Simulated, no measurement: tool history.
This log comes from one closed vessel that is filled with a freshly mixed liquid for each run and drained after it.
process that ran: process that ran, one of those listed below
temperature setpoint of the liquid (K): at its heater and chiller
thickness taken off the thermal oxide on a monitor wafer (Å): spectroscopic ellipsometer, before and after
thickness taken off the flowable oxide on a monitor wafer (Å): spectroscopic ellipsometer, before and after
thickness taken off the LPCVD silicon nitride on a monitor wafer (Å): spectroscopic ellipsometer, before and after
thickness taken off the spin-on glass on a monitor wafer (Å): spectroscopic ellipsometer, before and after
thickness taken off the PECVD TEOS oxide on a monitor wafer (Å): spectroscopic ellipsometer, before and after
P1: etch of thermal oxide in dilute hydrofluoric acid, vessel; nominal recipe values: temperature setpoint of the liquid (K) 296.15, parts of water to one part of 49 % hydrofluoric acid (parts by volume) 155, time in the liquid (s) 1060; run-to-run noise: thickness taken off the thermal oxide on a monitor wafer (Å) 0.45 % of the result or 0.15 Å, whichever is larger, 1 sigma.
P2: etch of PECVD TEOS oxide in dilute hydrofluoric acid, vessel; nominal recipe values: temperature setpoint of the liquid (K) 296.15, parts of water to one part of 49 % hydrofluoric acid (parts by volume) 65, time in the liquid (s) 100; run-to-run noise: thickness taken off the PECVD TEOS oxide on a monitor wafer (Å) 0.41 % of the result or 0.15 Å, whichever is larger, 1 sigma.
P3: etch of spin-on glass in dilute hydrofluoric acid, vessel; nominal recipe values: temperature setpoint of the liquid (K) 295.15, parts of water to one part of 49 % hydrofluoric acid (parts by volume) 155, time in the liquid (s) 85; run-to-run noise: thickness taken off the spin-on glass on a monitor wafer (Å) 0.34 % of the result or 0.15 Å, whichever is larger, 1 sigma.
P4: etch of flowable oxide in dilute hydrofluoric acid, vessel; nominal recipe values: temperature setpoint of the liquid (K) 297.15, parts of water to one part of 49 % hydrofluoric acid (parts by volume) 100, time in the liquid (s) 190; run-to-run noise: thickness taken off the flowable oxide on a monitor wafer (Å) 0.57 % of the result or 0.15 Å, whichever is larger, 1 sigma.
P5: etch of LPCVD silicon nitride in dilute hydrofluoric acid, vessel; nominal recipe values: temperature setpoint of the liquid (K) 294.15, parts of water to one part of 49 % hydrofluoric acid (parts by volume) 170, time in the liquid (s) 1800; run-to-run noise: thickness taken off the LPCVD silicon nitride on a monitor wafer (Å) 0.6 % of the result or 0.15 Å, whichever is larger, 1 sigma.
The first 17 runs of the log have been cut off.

| run | hour | process that ran | temperature setpoint of the liquid (K) | parts of water to one part of 49 % hydrofluoric acid (parts by volume) | time in the liquid (s) | hours since the thermometer was replaced | hours since the hydrofluoric acid flow meter was replaced | thickness taken off the thermal oxide on a monitor wafer (Å) | thickness taken off the flowable oxide on a monitor wafer (Å) | thickness taken off the LPCVD silicon nitride on a monitor wafer (Å) | thickness taken off the spin-on glass on a monitor wafer (Å) | thickness taken off the PECVD TEOS oxide on a monitor wafer (Å) |
|---|---|---|---|---|---|---|---|---|---|---|---|---|
| 18 | 77.1 | P5 | 301.15 | 170 | 1800 | 746.2 | 36.0 |  |  | 90.084 |  |  |
| 19 | 80.9 | P1 | 296.15 | 155 | 1060 | 750.0 | 39.8 | 300.89 |  |  |  |  |
| 20 | 84.4 | P3 | 295.15 | 155 | 165 | 753.5 | 43.3 |  |  |  | 652.45 |  |
| 21 | 87.4 | P2 | 296.15 | 30 | 100 | 756.5 | 46.3 |  |  |  |  | 668.750 |
| 22 | 90.0 | P4 | 291.15 | 100 | 190 | 759.1 | 48.9 |  | 371.49 |  |  |  |
| 23 | 92.7 | P1 | 296.15 | 155 | 1060 | 761.8 | 51.6 | 301.53 |  |  |  |  |
| 24 | 97.7 | P2 | 296.15 | 65 | 100 | 766.8 | 56.6 |  |  |  |  | 293.520 |
| 25 | 101.7 | P1 | 296.15 | 155 | 1060 | 770.8 | 60.6 | 300.34 |  |  |  |  |
| 26 | 106.4 | P1 | 302.65 | 155 | 1920 | 775.5 | 65.3 | 699.50 |  |  |  |  |
| 27 | 108.9 | P5 | 294.15 | 170 | 3560 | 778.0 | 67.8 |  |  | 115.520 |  |  |
| 28 | 113.2 | P1 | 290.15 | 155 | 1915 | 782.3 | 72.1 | 431.14 |  |  |  |  |
| 29 | 117.9 | P2 | 296.15 | 65 | 30 | 787.0 | 76.8 |  |  |  |  | 89.179 |
| 30 | 120.7 | P5 | 294.15 | 65 | 1800 | 789.8 | 79.6 |  |  | 148.620 |  |  |
| 31 | 125.6 | P1 | 300.65 | 155 | 1060 | 794.7 | 84.5 | 358.49 |  |  |  |  |
| 32 | 129.1 | P1 | 296.15 | 65 | 1060 | 798.2 | 88.0 | 804.67 |  |  |  |  |
| 33 | 133.7 | P1 | 296.15 | 155 | 1060 | 802.8 | 92.6 | 303.35 |  |  |  |  |
| 34 | 137.1 | P1 | 296.15 | 155 | 1060 | 806.2 | 96.0 | 309.37 |  |  |  |  |
| 35 | 140.3 | P1 | 296.15 | 155 | 1060 | 809.4 | 99.2 | 311.71 |  |  |  |  |
| 36 | 143.3 | P1 | 296.15 | 155 | 1060 | 812.4 | 102.2 | 314.16 |  |  |  |  |
| 37 | 146.0 | P1 | 296.15 | 155 | 1060 | 815.1 | 104.9 | 316.73 |  |  |  |  |
| 38 | 149.4 | P1 | 296.15 | 155 | 1060 | 818.5 | 108.3 | 319.75 |  |  |  |  |
| 39 | 153.3 | P1 | 296.15 | 155 | 1060 | 822.4 | 112.2 | 318.21 |  |  |  |  |
| 40 | 156.6 | P1 | 296.15 | 155 | 1060 | 825.7 | 115.5 | 321.17 |  |  |  |  |
| 41 | 159.9 | P1 | 296.15 | 155 | 1060 | 829.0 | 118.8 | 319.94 |  |  |  |  |
| 42 | 162.5 | P1 | 296.15 | 155 | 1060 | 831.6 | 121.4 | 320.39 |  |  |  |  |

The next listed run, before its measurement:
| 43 | 167.5 | P1 | 296.15 | 155 | 1060 | 836.6 | 126.4 | ? |  |  |  |  |

thickness taken off the thermal oxide on a monitor wafer (Å): 323.53
